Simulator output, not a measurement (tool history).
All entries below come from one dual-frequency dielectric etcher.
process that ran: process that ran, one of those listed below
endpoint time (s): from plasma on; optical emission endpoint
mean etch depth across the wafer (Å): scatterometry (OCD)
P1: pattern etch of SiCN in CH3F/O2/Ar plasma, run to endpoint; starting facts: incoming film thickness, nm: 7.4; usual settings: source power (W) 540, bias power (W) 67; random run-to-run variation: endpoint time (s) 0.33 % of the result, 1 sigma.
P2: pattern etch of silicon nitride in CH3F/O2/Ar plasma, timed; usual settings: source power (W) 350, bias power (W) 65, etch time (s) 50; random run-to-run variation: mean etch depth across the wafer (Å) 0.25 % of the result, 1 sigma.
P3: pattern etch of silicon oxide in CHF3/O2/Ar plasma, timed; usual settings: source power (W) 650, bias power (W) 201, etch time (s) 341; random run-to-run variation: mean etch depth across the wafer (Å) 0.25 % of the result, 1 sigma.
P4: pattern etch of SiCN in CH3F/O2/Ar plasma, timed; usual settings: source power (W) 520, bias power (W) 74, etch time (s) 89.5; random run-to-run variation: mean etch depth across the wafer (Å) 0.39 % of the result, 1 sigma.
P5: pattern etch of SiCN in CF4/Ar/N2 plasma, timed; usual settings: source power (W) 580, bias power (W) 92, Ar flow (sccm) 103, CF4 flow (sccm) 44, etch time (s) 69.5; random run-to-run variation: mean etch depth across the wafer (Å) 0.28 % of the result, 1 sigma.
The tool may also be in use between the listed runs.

run,hour,process that ran,source power (W),bias power (W),etch time (s),Ar flow (sccm),CF4 flow (sccm),endpoint time (s),mean etch depth across the wafer (Å)
1,11,P1,540,67,,,,18.056,
2,23.2,P4,520,74,89.5,,,,374.58
3,34.9,P1,360,93,,,,18.548,
4,43.5,P3,650,150,341,,,,6696.4
5,48.8,P1,540,93,,,,15.965,
6,60.1,P2,350,65,67,,,,419.9
7,66.9,P2,350,40,50,,,,267.13
8,73.6,P5,580,92,69.5,103,44,,757.48
9,79.2,P3,650,201,341,,,,7370.2
10,89,P1,540,67,,,,17.9,
11,99.8,P4,710,74,89.5,,,,423.41
12,112,P2,230,65,50,,,,267.08
13,120.5,P1,730,67,,,,16.094,
14,132.8,P1,390,67,,,,20.271,
15,140.1,P1,650,90,,,,15.143,
16,147.9,P5,580,92,69.5,131,44,,727.36
17,158.1,P1,540,67,,,,18.052,
18,165.3,P4,520,74,89.5,,,,375.15
19,176.5,P3,520,201,341,,,,6764.7
20,188.9,P4,520,74,52,,,,217.49
# hour 200.6: bias power generator calibrated
21,201.1,P5,690,92,69.5,103,44,,878.82
22,209.3,P2,350,65,50,,,,313.87
23,219,P5,580,92,69.5,103,61,,792.5
24,224.8,P4,520,51,89.5,,,,331.59
25,235,P1,540,67,,,,17.982,
26,243.3,P2,350,65,50,,,,314.3
27,255.4,P3,650,201,187.5,,,,4056.6
28,267.1,P5,580,69,69.5,103,44,,678.21
29,273.9,P1,540,40,,,,21.119,
30,285.3,P5,580,92,94,103,44,,1022.1
31,291.4,P1,390,51,,,,22.341,
32,298,P1,540,67,,,,18.086,

Run 33 is up next; what results do you expect?
33,304.8,P1,540,67,,,,?,

Run 33 gave endpoint time (s) 17.955.
